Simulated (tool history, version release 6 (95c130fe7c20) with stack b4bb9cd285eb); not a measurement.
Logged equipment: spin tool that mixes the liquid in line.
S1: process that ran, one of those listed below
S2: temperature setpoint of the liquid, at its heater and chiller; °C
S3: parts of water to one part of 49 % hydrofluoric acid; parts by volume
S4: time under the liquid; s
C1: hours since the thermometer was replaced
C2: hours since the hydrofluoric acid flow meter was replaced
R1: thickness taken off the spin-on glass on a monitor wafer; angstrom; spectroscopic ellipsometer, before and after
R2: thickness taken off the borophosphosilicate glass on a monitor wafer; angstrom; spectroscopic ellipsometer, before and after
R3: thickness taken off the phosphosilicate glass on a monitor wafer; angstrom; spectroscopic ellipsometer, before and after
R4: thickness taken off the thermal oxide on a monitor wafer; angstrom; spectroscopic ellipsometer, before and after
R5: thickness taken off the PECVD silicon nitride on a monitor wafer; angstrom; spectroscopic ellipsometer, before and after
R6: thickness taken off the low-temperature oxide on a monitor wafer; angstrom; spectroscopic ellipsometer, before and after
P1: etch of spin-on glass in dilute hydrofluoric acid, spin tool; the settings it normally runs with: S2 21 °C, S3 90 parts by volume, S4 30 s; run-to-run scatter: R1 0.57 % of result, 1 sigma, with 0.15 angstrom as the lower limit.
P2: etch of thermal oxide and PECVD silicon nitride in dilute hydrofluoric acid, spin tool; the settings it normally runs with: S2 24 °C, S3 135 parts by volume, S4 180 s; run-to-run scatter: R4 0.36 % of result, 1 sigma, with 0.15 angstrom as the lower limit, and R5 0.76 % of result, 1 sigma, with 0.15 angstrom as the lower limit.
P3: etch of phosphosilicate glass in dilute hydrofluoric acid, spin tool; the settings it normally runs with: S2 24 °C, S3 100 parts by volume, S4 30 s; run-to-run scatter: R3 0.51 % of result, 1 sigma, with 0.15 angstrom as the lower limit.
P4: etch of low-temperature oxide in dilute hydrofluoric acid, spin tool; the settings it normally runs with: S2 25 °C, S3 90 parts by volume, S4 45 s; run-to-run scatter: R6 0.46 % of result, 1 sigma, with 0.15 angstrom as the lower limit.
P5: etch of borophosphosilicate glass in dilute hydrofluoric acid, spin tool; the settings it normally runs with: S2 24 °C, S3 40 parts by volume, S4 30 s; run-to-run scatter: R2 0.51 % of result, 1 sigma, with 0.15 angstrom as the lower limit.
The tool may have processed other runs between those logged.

Run 1, hour 6.7: S1 P1, S2 21 °C, S3 90 parts by volume, S4 30 s; C1 1509.5; C2 181.2. Result: R1 111.11 angstrom.
Run 2, hour 12.9: S1 P5, S2 24 °C, S3 40 parts by volume, S4 30 s; C1 1515.7; C2 187.4. Result: R2 313.58 angstrom.
Run 3, hour 16.3: S1 P3, S2 24 °C, S3 100 parts by volume, S4 15 s; C1 1519.1; C2 190.8. Result: R3 173.3 angstrom.
Run 4, hour 22.9: S1 P2, S2 27.5 °C, S3 135 parts by volume, S4 180 s; C1 1525.7; C2 197.4. Result: R4 68.319 angstrom, R5 33.433 angstrom.
Run 5, hour 28.7: S1 P4, S2 25 °C, S3 20 parts by volume, S4 45 s; C1 1531.5; C2 203.2. Result: R6 482.05 angstrom.
Run 6, hour 33.7: S1 P2, S2 24 °C, S3 135 parts by volume, S4 180 s; C1 1536.5; C2 208.2. Result: R4 60.119 angstrom, R5 26.769 angstrom.
Run 7, hour 39.8: S1 P1, S2 21 °C, S3 90 parts by volume, S4 15 s; C1 1542.6; C2 214.3. Result: R1 55.678 angstrom.
Run 8, hour 44.3: S1 P3, S2 24 °C, S3 45 parts by volume, S4 30 s; C1 1547.1; C2 218.8. Result: R3 835.31 angstrom.
Run 9, hour 51.1: S1 P4, S2 19.5 °C, S3 90 parts by volume, S4 45 s; C1 1553.9; C2 225.6. Result: R6 78.056 angstrom.
Run 10, hour 54.8: S1 P5, S2 31.5 °C, S3 40 parts by volume, S4 30 s; C1 1557.6; C2 229.3. Result: R2 430.63 angstrom.
Run 11, hour 59.1: S1 P2, S2 24 °C, S3 135 parts by volume, S4 15 s; C1 1561.9; C2 233.6. Result: R4 5.0437 angstrom, R5 2.0822 angstrom.
Run 12, hour 65.9: S1 P4, S2 25 °C, S3 90 parts by volume, S4 45 s; C1 1568.7; C2 240.4. Result: R6 95.935 angstrom.
Run 13, hour 70: S1 P1, S2 21 °C, S3 90 parts by volume, S4 30 s; C1 1572.8; C2 244.5. Result: R1 111.2 angstrom.
Run 14, hour 74: S1 P1, S2 21 °C, S3 90 parts by volume, S4 30 s; C1 1576.8; C2 248.5. Result: R1 110.76 angstrom.
Run 15, hour 80.9: S1 P4, S2 25 °C, S3 90 parts by volume, S4 45 s; C1 1583.7; C2 255.4. Result: R6 96.83 angstrom.
Run 16, hour 87.2: S1 P3, S2 24 °C, S3 100 parts by volume, S4 30 s; C1 1590; C2 261.7. Result: R3 349.4 angstrom.
Run 17, hour 90.8: S1 P5, S2 24 °C, S3 40 parts by volume, S4 45 s; C1 1593.6; C2 265.3. Result: R2 476.84 angstrom.
Run 18, hour 94.9: S1 P1, S2 21 °C, S3 55 parts by volume, S4 30 s; C1 1597.7; C2 269.4. Result: R1 189.17 angstrom.
Run 19, hour 98: S1 P2, S2 24 °C, S3 135 parts by volume, S4 180 s; C1 1600.8; C2 272.5. Result: R4 60.001 angstrom, R5 26.543 angstrom.
Run 20, hour 103.5: S1 P1, S2 21 °C, S3 90 parts by volume, S4 30 s; C1 1606.3; C2 278. Result: R1 109.1 angstrom.
Run 21, hour 108.1: S1 P1, S2 17 °C, S3 90 parts by volume, S4 30 s; C1 1610.9; C2 282.6. Result: R1 93.377 angstrom.
Run 22, hour 114.7: S1 P1, S2 17 °C, S3 160 parts by volume, S4 30 s; C1 1617.5; C2 289.2. Result: R1 49.064 angstrom.
Run 23, hour 119.9: S1 P1, S2 21 °C, S3 90 parts by volume, S4 60 s; C1 1622.7; C2 294.4. Result: R1 218.47 angstrom.
Run 24, hour 125.1: S1 P3, S2 17 °C, S3 100 parts by volume, S4 30 s; C1 1627.9; C2 299.6. Result: R3 263.67 angstrom.
Run 25, hour 131.6: S1 P5, S2 24 °C, S3 65 parts by volume, S4 30 s; C1 1634.4; C2 306.1. Result: R2 188.5 angstrom.
Run 26, hour 137.5: S1 P1, S2 21 °C, S3 90 parts by volume, S4 30 s; C1 1640.3; C2 312. Result: R1 110.4 angstrom.
Run 27, hour 141.1: S1 P4, S2 25 °C, S3 90 parts by volume, S4 15 s; C1 1643.9; C2 315.6. Result: R6 32.064 angstrom.
Run 28, hour 147: S1 P1, S2 27.5 °C, S3 90 parts by volume, S4 30 s; C1 1649.8; C2 321.5. Result: R1 143.07 angstrom.
Run 29, hour 152.1: S1 P2, S2 24 °C, S3 240 parts by volume, S4 180 s; C1 1654.9; C2 326.6. Result: R4 30.354 angstrom, R5 15.214 angstrom.
Run 30, hour 158.4: S1 P1, S2 17.5 °C, S3 90 parts by volume, S4 60 s; C1 1661.2; C2 332.9. Result: R1 190.63 angstrom.
Run 31, hour 164.2: S1 P1, S2 21 °C, S3 155 parts by volume, S4 30 s; C1 1667; C2 338.7. Result: R1 60.015 angstrom.
Run 32, hour 170.7: S1 P1, S2 21 °C, S3 90 parts by volume, S4 30 s; C1 1673.5; C2 345.2. Result: R1 111.22 angstrom.
Run 33, hour 177.3: S1 P1, S2 21 °C, S3 90 parts by volume, S4 30 s; C1 1680.1; C2 351.8. Result: R1 112.52 angstrom.
Run 34, hour 181.2: S1 P1, S2 21 °C, S3 90 parts by volume, S4 30 s; C1 1684; C2 355.7. Result: R1 112.73 angstrom.
Run 35, hour 187.1: S1 P1, S2 21 °C, S3 90 parts by volume, S4 30 s; C1 1689.9; C2 361.6. Result: R1 116.5 angstrom.
Run 36, hour 191.1: S1 P1, S2 21 °C, S3 90 parts by volume, S4 30 s; C1 1693.9; C2 365.6. Result: R1 116.56 angstrom.
Run 37, hour 197.3: S1 P1, S2 21 °C, S3 90 parts by volume, S4 30 s; C1 1700.1; C2 371.8. Result: R1 116.96 angstrom.
Run 38, hour 202.8: S1 P1, S2 21 °C, S3 90 parts by volume, S4 30 s; C1 1705.6; C2 377.3. Result: R1 116.58 angstrom.
Run 39, hour 206.4: S1 P1, S2 21 °C, S3 90 parts by volume, S4 30 s; C1 1709.2; C2 380.9. Result: R1 117.02 angstrom.
Run 40, hour 211.3: S1 P1, S2 21 °C, S3 90 parts by volume, S4 30 s; C1 1714.1; C2 385.8. Result: R1 117.32 angstrom.
Run 41, hour 216.4: S1 P1, S2 21 °C, S3 90 parts by volume, S4 30 s; C1 1719.2; C2 390.9. Result: R1 117.84 angstrom.
Run 42, hour 220.8: S1 P1, S2 21 °C, S3 90 parts by volume, S4 30 s; C1 1723.6; C2 395.3. Result: R1 117.01 angstrom.
Run 43, hour 225.1: S1 P1, S2 21 °C, S3 90 parts by volume, S4 30 s; C1 1727.9; C2 399.6. Result: R1 117.38 angstrom.

P1 no longer gives what it gave before; its output has crept away from where it was. The following 2 causes, each at its listed size, fit the log equally well:
A: liquid hotter than its thermometer reads (K) = 1.54
B: hydrofluoric acid flow above the setpoint (%) = 5.81
The gradual shift began around hour 170.7.

You are offered 4 check runs, listed below with question marks in place of their results; each one averages 3 wafers. Which run separates the listed causes by giving clearly different results for each?
Run check 1, hour 229.4: S1 P5, S2 24 °C, S3 40 parts by volume, S4 30 s. Result: R2 ?.
Run check 2, hour 229.4: S1 P3, S2 24 °C, S3 100 parts by volume, S4 30 s. Result: R3 ?.
Run check 3, hour 229.4: S1 P4, S2 25 °C, S3 90 parts by volume, S4 45 s. Result: R6 ?.
Run check 4, hour 229.4: S1 P2, S2 24 °C, S3 135 parts by volume, S4 180 s. Result: R4 ?, R5 ?.

What each check would give under each cause:
  check  result    if A    if B
check 1      R2  336.43  335.09
check 2      R3  370.25  371.24
check 3      R6  102.87   103.1
check 4      R4  63.621   64.01
check 4      R5   29.34  28.091
Per-check spread between the two closest causes, in the result where they differ most: check 1 0.4 %; check 2 0.27 %; check 3 0.23 %; check 4 4.35 %
Check 4 is the one run that separates the causes; every other check would come out nearly the same whichever cause is at work.

Check 4 was then run and gave: R4 63.86 angstrom; R5 27.82 angstrom. Which cause is it?

Of the candidate causes, it is B: hydrofluoric acid flow above the setpoint (%).
